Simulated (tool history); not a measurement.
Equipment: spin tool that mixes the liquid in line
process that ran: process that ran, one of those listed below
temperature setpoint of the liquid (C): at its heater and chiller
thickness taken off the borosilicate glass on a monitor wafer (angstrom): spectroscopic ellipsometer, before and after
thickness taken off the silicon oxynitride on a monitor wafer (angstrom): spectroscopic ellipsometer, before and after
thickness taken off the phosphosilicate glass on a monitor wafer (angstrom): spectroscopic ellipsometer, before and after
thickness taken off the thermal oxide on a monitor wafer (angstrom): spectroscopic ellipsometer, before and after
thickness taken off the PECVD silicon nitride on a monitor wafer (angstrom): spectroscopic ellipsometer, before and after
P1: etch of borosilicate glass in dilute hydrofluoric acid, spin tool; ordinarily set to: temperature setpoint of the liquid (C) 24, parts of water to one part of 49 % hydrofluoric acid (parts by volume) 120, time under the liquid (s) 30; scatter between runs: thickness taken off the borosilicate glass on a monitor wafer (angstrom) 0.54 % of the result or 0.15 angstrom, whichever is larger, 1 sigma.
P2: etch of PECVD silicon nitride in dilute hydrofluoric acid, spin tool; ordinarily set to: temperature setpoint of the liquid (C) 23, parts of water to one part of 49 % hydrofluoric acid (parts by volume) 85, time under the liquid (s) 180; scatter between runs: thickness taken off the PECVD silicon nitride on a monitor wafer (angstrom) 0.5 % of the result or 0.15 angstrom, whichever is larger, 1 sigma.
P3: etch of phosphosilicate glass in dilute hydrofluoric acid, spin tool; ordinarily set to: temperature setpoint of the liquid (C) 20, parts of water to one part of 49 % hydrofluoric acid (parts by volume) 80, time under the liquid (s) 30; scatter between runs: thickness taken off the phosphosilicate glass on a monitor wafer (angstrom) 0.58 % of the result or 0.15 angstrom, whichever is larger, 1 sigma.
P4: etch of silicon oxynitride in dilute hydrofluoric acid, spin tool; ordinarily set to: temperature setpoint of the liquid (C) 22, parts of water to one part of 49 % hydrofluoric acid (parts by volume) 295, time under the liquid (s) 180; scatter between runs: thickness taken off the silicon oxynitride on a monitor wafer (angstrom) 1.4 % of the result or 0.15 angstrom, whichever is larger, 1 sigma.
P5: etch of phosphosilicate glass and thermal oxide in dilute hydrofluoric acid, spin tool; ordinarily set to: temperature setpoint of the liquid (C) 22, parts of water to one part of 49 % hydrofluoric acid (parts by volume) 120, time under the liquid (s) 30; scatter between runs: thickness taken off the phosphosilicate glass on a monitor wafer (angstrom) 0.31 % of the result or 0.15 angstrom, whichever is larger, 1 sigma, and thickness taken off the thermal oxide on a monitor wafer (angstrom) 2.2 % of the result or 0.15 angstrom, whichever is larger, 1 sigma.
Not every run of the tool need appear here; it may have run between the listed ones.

run,hour,process that ran,temperature setpoint of the liquid (C),parts of water to one part of 49 % hydrofluoric acid (parts by volume),time under the liquid (s),hours since the thermometer was replaced,hours since the hydrofluoric acid flow meter was replaced,thickness taken off the borosilicate glass on a monitor wafer (angstrom),thickness taken off the silicon oxynitride on a monitor wafer (angstrom),thickness taken off the phosphosilicate glass on a monitor wafer (angstrom),thickness taken off the thermal oxide on a monitor wafer (angstrom),thickness taken off the PECVD silicon nitride on a monitor wafer (angstrom)
1,3.2,P1,24,120,30,941.9,1186.5,97.835,,,,
2,6.4,P4,17,295,180,945.1,1189.7,,14.612,,,
3,9.9,P3,28,80,30,948.6,1193.2,,,423.97,,
4,12.9,P3,20,80,30,951.6,1196.2,,,307.17,,
5,15.5,P1,24,120,30,954.2,1198.8,96.992,,,,
6,19.7,P5,22,70,30,958.4,1203,,,341.22,19.929,
7,23.4,P1,24,55,30,962.1,1206.7,230.65,,,,
8,28.2,P2,23,85,180,966.9,1211.5,,,,,112.5
9,31.4,P3,20,130,30,970.1,1214.7,,,177.08,,
10,36.3,P2,28.5,85,180,975,1219.6,,,,,161.72
# hour 41.1: hydrofluoric acid flow meter replaced
11,41.2,P4,22,295,180,979.9,0.2,,19.106,,,
12,45.5,P1,24,120,30,984.2,4.5,97.93,,,,
13,48.1,P1,30,210,30,986.8,7.1,62.241,,,,
14,52.9,P2,23,50,180,991.6,11.9,,,,,188.11
15,57.9,P1,29,120,30,996.6,16.9,118.2,,,,
16,61.2,P5,22,120,15,999.9,20.2,,,93.492,5.2374,
17,63.7,P1,24,120,30,1002.4,22.7,97.489,,,,
18,67.2,P3,20,80,60,1005.9,26.2,,,611.82,,
19,72,P1,17.5,120,30,1010.7,31,74.153,,,,
20,76.6,P4,22,295,180,1015.3,35.6,,18.834,,,
21,81.2,P1,24,120,30,1019.9,40.2,97.554,,,,
22,84,P3,20,80,30,1022.7,43,,,305.1,,
23,88.6,P4,22,295,40,1027.3,47.6,,4.2989,,,
24,93.2,P1,24,120,45,1031.9,52.2,146.01,,,,
25,97.7,P5,18,120,30,1036.4,56.7,,,159,9.5138,
26,100.5,P1,24,120,30,1039.2,59.5,98.789,,,,
27,104.3,P1,24,120,15,1043,63.3,48.887,,,,
28,108.2,P5,22,120,30,1046.9,67.2,,,185.85,10.495,
29,111.5,P1,24,205,30,1050.2,70.5,52.229,,,,
30,114.2,P2,23,85,40,1052.9,73.2,,,,,24.562
31,117.9,P4,22,435,180,1056.6,76.9,,12.121,,,
32,120.5,P1,24,120,30,1059.2,79.5,97.814,,,,
33,124.6,P1,24,120,30,1063.3,83.6,99.899,,,,
34,127.8,P1,24,120,30,1066.5,86.8,101.93,,,,
35,132.8,P1,24,120,30,1071.5,91.8,101.82,,,,
36,136.6,P1,24,120,30,1075.3,95.6,102.93,,,,
37,140.8,P1,24,120,30,1079.5,99.8,103.92,,,,
38,144.7,P1,24,120,30,1083.4,103.7,103.89,,,,
39,149.7,P1,24,120,30,1088.4,108.7,103.79,,,,

Something has made what P1 gives creep away from where it was; the 2 causes below, each at its own stated size, fit the log equally well:
A: hydrofluoric acid flow above the setpoint (%) = 5.31
B: liquid hotter than its thermometer reads (K) = 1.53
At approximately hour 120.5, the process output began to creep.

Which of the 4 check runs listed below separates the causes, so that each cause would produce a clearly different result? Each run uses one wafer, and its results are marked with question marks.
check 1,154.7,P2,23,85,180,,,,,,,?
check 2,154.7,P3,20,80,30,,,,,?,,
check 3,154.7,P4,22,295,180,,,,?,,,
check 4,154.7,P5,22,120,30,,,,,?,?,

What each check would give under each cause:
check,result,if A,if B
check 1,thickness taken off the PECVD silicon nitride on a monitor wafer (angstrom),118.16,124.31
check 2,thickness taken off the phosphosilicate glass on a monitor wafer (angstrom),322.99,325.23
check 3,thickness taken off the silicon oxynitride on a monitor wafer (angstrom),20.019,20.11
check 4,thickness taken off the phosphosilicate glass on a monitor wafer (angstrom),198.13,198.49
check 4,thickness taken off the thermal oxide on a monitor wafer (angstrom),11.409,11.43
Gap, in per cent, between the two causes that each check separates least, read from the result that separates them most: check 1 5.08 %; check 2 0.69 %; check 3 0.46 %; check 4 0.18 %
The causes can be told apart only by check 1. The other checks would give nearly the same results under each of them.

Check 1 was then run and gave: thickness taken off the PECVD silicon nitride on a monitor wafer (angstrom) 125.52. Which cause is it?

Of the candidate causes, it is B: liquid hotter than its thermometer reads (K).
